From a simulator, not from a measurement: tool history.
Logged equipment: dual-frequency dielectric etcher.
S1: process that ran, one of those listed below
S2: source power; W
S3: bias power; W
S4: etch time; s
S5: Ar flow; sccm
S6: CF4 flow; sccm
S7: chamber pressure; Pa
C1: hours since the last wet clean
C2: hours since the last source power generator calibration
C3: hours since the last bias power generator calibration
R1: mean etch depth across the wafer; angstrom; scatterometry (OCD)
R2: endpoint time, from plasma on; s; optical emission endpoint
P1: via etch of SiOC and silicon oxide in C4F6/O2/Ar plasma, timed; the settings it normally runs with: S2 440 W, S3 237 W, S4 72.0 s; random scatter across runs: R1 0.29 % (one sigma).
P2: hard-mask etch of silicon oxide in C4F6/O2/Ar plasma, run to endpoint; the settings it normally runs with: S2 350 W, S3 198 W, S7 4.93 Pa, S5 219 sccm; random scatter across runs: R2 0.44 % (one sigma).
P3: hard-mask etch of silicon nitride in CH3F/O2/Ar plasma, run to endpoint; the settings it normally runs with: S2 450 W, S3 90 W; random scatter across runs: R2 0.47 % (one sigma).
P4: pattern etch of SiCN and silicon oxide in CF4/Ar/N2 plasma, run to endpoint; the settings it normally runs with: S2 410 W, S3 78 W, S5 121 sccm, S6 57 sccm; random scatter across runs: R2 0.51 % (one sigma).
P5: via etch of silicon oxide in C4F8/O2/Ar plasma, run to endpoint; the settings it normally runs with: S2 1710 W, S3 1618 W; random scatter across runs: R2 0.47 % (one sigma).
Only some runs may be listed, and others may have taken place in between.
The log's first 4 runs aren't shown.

run	hour	S1	S2	S3	S4	S5	S6	S7	C1	C2	C3	R1	R2
5	58.7	P5	1710	1618					176.4	429.8	976.8		230.360
# hour 65.1: source power generator calibrated
6	70.8	P1	610	296	72.0				188.5	5.7	988.9	1124.00	
# hour 83.4: wet clean of the chamber
7	83.5	P3	450	124					0.2	18.4	1001.6		53.701
8	97.3	P3	610	90					14.0	32.2	1015.4		53.603
9	111.9	P1	440	179	72.0				28.6	46.8	1030.0	835.12	
10	118.9	P5	1710	1618					35.6	53.8	1037.0		229.830
11	128.0	P1	440	237	72.0				44.7	62.9	1046.1	916.73	
12	137.6	P1	440	149	56.0				54.3	72.5	1055.7	611.08	
13	152.6	P4	410	78		121	72		69.3	87.5	1070.7		15.750
14	161.0	P5	1000	1618					77.7	95.9	1079.1		285.440
15	171.8	P2	350	276		219		4.93	88.5	106.7	1089.9		77.866
16	187.4	P1	440	237	72.0				104.1	122.3	1105.5	912.14	
17	201.2	P2	350	198		311		4.93	117.9	136.1	1119.3		89.965
18	209.7	P2	250	198		219		4.93	126.4	144.6	1127.8		99.030
19	219.3	P1	440	298	72.0				136.0	154.2	1137.4	994.87	
20	229.5	P1	440	237	39.5				146.2	164.4	1147.6	499.74	
21	240.9	P2	350	198		219		4.07	157.6	175.8	1159.0		84.844

Predict the results of run 22:
22	253.3	P3	450	90					170.0	188.2	1171.4		?

{"run 22": {"R2": 60.522}}
